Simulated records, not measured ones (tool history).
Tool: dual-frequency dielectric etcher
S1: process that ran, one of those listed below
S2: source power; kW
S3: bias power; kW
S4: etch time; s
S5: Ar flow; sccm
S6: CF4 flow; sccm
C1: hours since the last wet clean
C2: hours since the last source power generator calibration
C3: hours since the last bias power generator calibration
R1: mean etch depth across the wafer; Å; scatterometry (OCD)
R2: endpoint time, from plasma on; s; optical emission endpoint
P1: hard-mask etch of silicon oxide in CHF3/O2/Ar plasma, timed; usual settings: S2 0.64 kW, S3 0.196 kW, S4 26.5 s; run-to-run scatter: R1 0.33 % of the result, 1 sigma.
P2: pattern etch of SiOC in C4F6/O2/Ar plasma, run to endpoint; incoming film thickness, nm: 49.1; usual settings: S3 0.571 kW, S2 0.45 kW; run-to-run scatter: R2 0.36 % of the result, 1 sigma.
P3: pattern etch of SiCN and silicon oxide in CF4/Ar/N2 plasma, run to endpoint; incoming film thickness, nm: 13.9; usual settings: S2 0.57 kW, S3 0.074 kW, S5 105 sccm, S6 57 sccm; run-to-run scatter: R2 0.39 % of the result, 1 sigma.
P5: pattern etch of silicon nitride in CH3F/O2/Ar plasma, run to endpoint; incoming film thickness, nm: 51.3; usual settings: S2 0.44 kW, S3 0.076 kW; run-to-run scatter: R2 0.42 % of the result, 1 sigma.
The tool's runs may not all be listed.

run 1 hour=7.4 | S1=P1 S2=0.64 S3=0.196 S4=26.5 | C1=221.8 C2=959.6 C3=599.8 | R1=540.34
run 2 hour=16.4 | S1=P1 S2=0.64 S3=0.196 S4=26.5 | C1=230.8 C2=968.6 C3=608.8 | R1=543.78
run 3 hour=24 | S1=P3 S2=0.57 S3=0.074 S5=86 S6=57 | C1=238.4 C2=976.2 C3=616.4 | R2=13.042
run 4 hour=33.9 | S1=P3 S2=0.36 S3=0.074 S5=105 S6=57 | C1=248.3 C2=986.1 C3=626.3 | R2=20.2
run 5 hour=42.2 | S1=P1 S2=0.64 S3=0.196 S4=32.5 | C1=256.6 C2=994.4 C3=634.6 | R1=662.94
run 6 hour=51.9 | S1=P5 S2=0.44 S3=0.104 | C1=266.3 C2=1004.1 C3=644.3 | R2=63.656
run 7 hour=63.1 | S1=P2 S2=0.45 S3=0.337 | C1=277.5 C2=1015.3 C3=655.5 | R2=18.647
run 8 hour=72.9 | S1=P2 S2=0.45 S3=0.571 | C1=287.3 C2=1025.1 C3=665.3 | R2=15.507
run 9 hour=80.1 | S1=P1 S2=0.47 S3=0.196 S4=26.5 | C1=294.5 C2=1032.3 C3=672.5 | R1=481.33
run 10 hour=91.2 | S1=P1 S2=0.84 S3=0.196 S4=26.5 | C1=305.6 C2=1043.4 C3=683.6 | R1=599.49
run 11 hour=101.3 | S1=P1 S2=0.64 S3=0.196 S4=26.5 | C1=315.7 C2=1053.5 C3=693.7 | R1=540.47
run 12 hour=108 | S1=P1 S2=0.64 S3=0.242 S4=26.5 | C1=322.4 C2=1060.2 C3=700.4 | R1=578.07
run 13 hour=118.4 | S1=P1 S2=0.64 S3=0.196 S4=26.5 | C1=332.8 C2=1070.6 C3=710.8 | R1=539.2
run 14 hour=130.8 | S1=P1 S2=0.64 S3=0.196 S4=14.5 | C1=345.2 C2=1083 C3=723.2 | R1=295.36
run 15 hour=138.3 | S1=P1 S2=0.64 S3=0.136 S4=26.5 | C1=352.7 C2=1090.5 C3=730.7 | R1=479.53
run 16 hour=146.6 | S1=P1 S2=0.52 S3=0.196 S4=34 | C1=361 C2=1098.8 C3=739 | R1=641.36
run 17 hour=156.3 | S1=P1 S2=0.8 S3=0.147 S4=26.5 | C1=370.7 C2=1108.5 C3=748.7 | R1=538.21
run 18 hour=165.3 | S1=P2 S2=0.45 S3=0.571 | C1=379.7 C2=1117.5 C3=757.7 | R2=15.427
run 19 hour=172 | S1=P2 S2=0.63 S3=0.571 | C1=386.4 C2=1124.2 C3=764.4 | R2=13.689

Run 20 comes next. What will it give?
run 20 hour=183.8 | S1=P3 S2=0.57 S3=0.074 S5=105 S6=57 | C1=398.2 C2=1136 C3=776.2 | R2=?

Run 20 gave R2 13.489 s.
